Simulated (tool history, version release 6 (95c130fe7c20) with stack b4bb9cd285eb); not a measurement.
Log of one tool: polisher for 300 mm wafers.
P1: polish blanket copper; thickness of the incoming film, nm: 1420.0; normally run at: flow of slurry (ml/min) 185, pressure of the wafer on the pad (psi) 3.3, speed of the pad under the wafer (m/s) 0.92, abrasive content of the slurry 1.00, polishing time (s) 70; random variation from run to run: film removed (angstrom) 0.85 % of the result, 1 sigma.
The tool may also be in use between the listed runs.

| run | hour | flow of slurry (ml/min) | pressure of the wafer on the pad (psi) | speed of the pad under the wafer (m/s) | abrasive content of the slurry | polishing time (s) | wafers polished on this pad | hours since the slurry nozzle was cleaned | hours since the head pressure was calibrated | hours since the slurry blender was calibrated | film removed (angstrom) |
|---|---|---|---|---|---|---|---|---|---|---|---|
| 1 | 7.8 | 185 | 3.3 | 0.92 | 1.00 | 70 | 558 | 82.6 | 225.4 | 143.2 | 2590.4 |
| 2 | 15.0 | 185 | 3.3 | 0.92 | 1.00 | 70 | 615 | 89.8 | 232.6 | 150.4 | 2545.8 |
| 3 | 22.8 | 110 | 3.3 | 0.92 | 1.00 | 70 | 677 | 97.6 | 240.4 | 158.2 | 2292.7 |
| 4 | 29.4 | 185 | 3.3 | 1.46 | 1.00 | 70 | 729 | 104.2 | 247.0 | 164.8 | 4062.8 |
| 5 | 39.3 | 185 | 5.0 | 0.92 | 1.00 | 70 | 808 | 114.1 | 256.9 | 174.7 | 3891.8 |
|  | 43.6 | slurry nozzle cleaned |
| 6 | 47.6 | 185 | 3.3 | 0.92 | 0.75 | 70 | 874 | 4.0 | 265.2 | 183.0 | 2397.2 |
| 7 | 55.6 | 185 | 3.3 | 0.92 | 1.00 | 33 | 937 | 12.0 | 273.2 | 191.0 | 1200.2 |
|  | 56.0 | head pressure recalibrated |
| 8 | 66.0 | 185 | 3.3 | 0.48 | 1.20 | 70 | 1020 | 22.4 | 10.1 | 201.4 | 1379.6 |
| 9 | 76.3 | 185 | 2.3 | 0.92 | 1.00 | 70 | 1102 | 32.7 | 20.4 | 211.7 | 1769.3 |
| 10 | 85.2 | 185 | 3.3 | 0.92 | 1.00 | 70 | 1172 | 41.6 | 29.3 | 220.6 | 2550.8 |
| 11 | 94.6 | 185 | 3.3 | 0.92 | 0.65 | 54 | 1247 | 51.0 | 38.7 | 230.0 | 1771.3 |
| 12 | 103.8 | 185 | 3.3 | 0.92 | 1.00 | 103 | 1320 | 60.2 | 47.9 | 239.2 | 3716.6 |
| 13 | 116.3 | 185 | 3.3 | 0.42 | 1.00 | 70 | 1419 | 72.7 | 60.4 | 251.7 | 1164.9 |
| 14 | 128.6 | 185 | 3.3 | 0.92 | 1.00 | 70 | 1517 | 85.0 | 72.7 | 264.0 | 2549.6 |
| 15 | 137.8 | 185 | 3.3 | 1.22 | 1.00 | 55 | 1590 | 94.2 | 81.9 | 273.2 | 2664.9 |

The next listed run, before its measurement:
| 16 | 146.6 | 260 | 3.3 | 0.92 | 1.00 | 70 | 1660 | 103.0 | 90.7 | 282.0 | ? |

{"run 16": {"film removed (angstrom)": 2649.1}}
